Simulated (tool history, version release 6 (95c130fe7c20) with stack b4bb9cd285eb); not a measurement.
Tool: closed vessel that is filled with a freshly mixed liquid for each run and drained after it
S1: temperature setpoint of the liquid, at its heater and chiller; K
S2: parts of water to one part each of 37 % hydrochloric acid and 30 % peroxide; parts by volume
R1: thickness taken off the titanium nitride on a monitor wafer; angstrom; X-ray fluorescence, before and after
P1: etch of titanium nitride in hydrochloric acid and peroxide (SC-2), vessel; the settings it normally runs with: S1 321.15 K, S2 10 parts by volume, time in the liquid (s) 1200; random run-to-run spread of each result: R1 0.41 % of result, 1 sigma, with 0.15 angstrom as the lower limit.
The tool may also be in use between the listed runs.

run 1 day=0.167 | S1=321.15 S2=10 time_in_the_liquid_(s)=1200 | R1=404.03
run 2 day=0.45 | S1=321.15 S2=10 time_in_the_liquid_(s)=1200 | R1=403.58
run 3 day=0.675 | S1=321.15 S2=4 time_in_the_liquid_(s)=1200 | R1=808.51
run 4 day=0.85 | S1=321.15 S2=10 time_in_the_liquid_(s)=1200 | R1=404
run 5 day=1.096 | S1=321.15 S2=10 time_in_the_liquid_(s)=30 | R1=10.262
run 6 day=1.379 | S1=333.65 S2=10 time_in_the_liquid_(s)=630 | R1=475.77
run 7 day=1.683 | S1=329.65 S2=13.5 time_in_the_liquid_(s)=1200 | R1=544.99
run 8 day=1.933 | S1=321.15 S2=10 time_in_the_liquid_(s)=1200 | R1=403.14
run 9 day=2.192 | S1=321.15 S2=10 time_in_the_liquid_(s)=1805 | R1=601.57
run 10 day=2.492 | S1=321.15 S2=18 time_in_the_liquid_(s)=1200 | R1=240.7
run 11 day=2.671 | S1=337.15 S2=10 time_in_the_liquid_(s)=1200 | R1=1119.6
run 12 day=2.833 | S1=321.15 S2=13.5 time_in_the_liquid_(s)=515 | R1=133.8
run 13 day=3.121 | S1=308.15 S2=10 time_in_the_liquid_(s)=1200 | R1=161.49
run 14 day=3.304 | S1=321.15 S2=10 time_in_the_liquid_(s)=1200 | R1=403.63
run 15 day=3.554 | S1=321.15 S2=10 time_in_the_liquid_(s)=1200 | R1=405.11
run 16 day=3.804 | S1=321.15 S2=10 time_in_the_liquid_(s)=1200 | R1=388.26
run 17 day=4.012 | S1=321.15 S2=10 time_in_the_liquid_(s)=1200 | R1=380.16
run 18 day=4.333 | S1=321.15 S2=10 time_in_the_liquid_(s)=1200 | R1=371.59
-- day=4.404 new drum of peroxide connected
run 19 day=4.621 | S1=321.15 S2=10 time_in_the_liquid_(s)=1200 | R1=368.03
run 20 day=4.792 | S1=321.15 S2=10 time_in_the_liquid_(s)=1200 | R1=367.84
run 21 day=4.988 | S1=321.15 S2=10 time_in_the_liquid_(s)=1200 | R1=364.04
run 22 day=5.312 | S1=321.15 S2=10 time_in_the_liquid_(s)=1200 | R1=364.3
run 23 day=5.629 | S1=321.15 S2=10 time_in_the_liquid_(s)=1200 | R1=364.5

The log shows P1 creeping away from where it was. Any of the 2 causes listed here, at the size stated for it, fits the log just as well as the others:
A: chemicals flow below the setpoint (%) = 11.4
B: liquid colder than its thermometer reads (K) = 1.51
The drift started at roughly day 3.554.
Other possible causes, and why each is ruled out:
peroxide weaker than its label (%): serviced after onset, at day 4.404, with no recovery of the prior output

Which of the 4 check runs listed below, each an average over 2 wafers with its results shown as question marks, gives clearly different results under the different listed causes?
run check 1 day=5.946 | S1=321.15 S2=18 time_in_the_liquid_(s)=430 | R1=?
run check 2 day=5.946 | S1=321.15 S2=17.5 time_in_the_liquid_(s)=275 | R1=?
run check 3 day=5.946 | S1=309.65 S2=4 time_in_the_liquid_(s)=1200 | R1=?
run check 4 day=5.946 | S1=331.15 S2=10 time_in_the_liquid_(s)=50 | R1=?

What every check run would give for each of its results, assuming each possible cause in turn:
check=check_1 result=R1 if_A=77.6 if_B=78.157
check=check_2 result=R1 if_A=50.915 if_B=51.266
check=check_3 result=R1 if_A=331.58 if_B=322.48
check=check_4 result=R1 if_A=29.167 if_B=29.33
Distance between the nearest two causes, measured in the result of the check that separates them most: check 1 0.72 %; check 2 0.69 %; check 3 2.78 %; check 4 0.56 %
The other checks would show nearly matching results whichever cause is true, so check 3 is the only one that separates the causes.

Running check 3 produced the following: R1 330.55 angstrom. Which one of the listed causes fits?

The cause is A: chemicals flow below the setpoint (%).
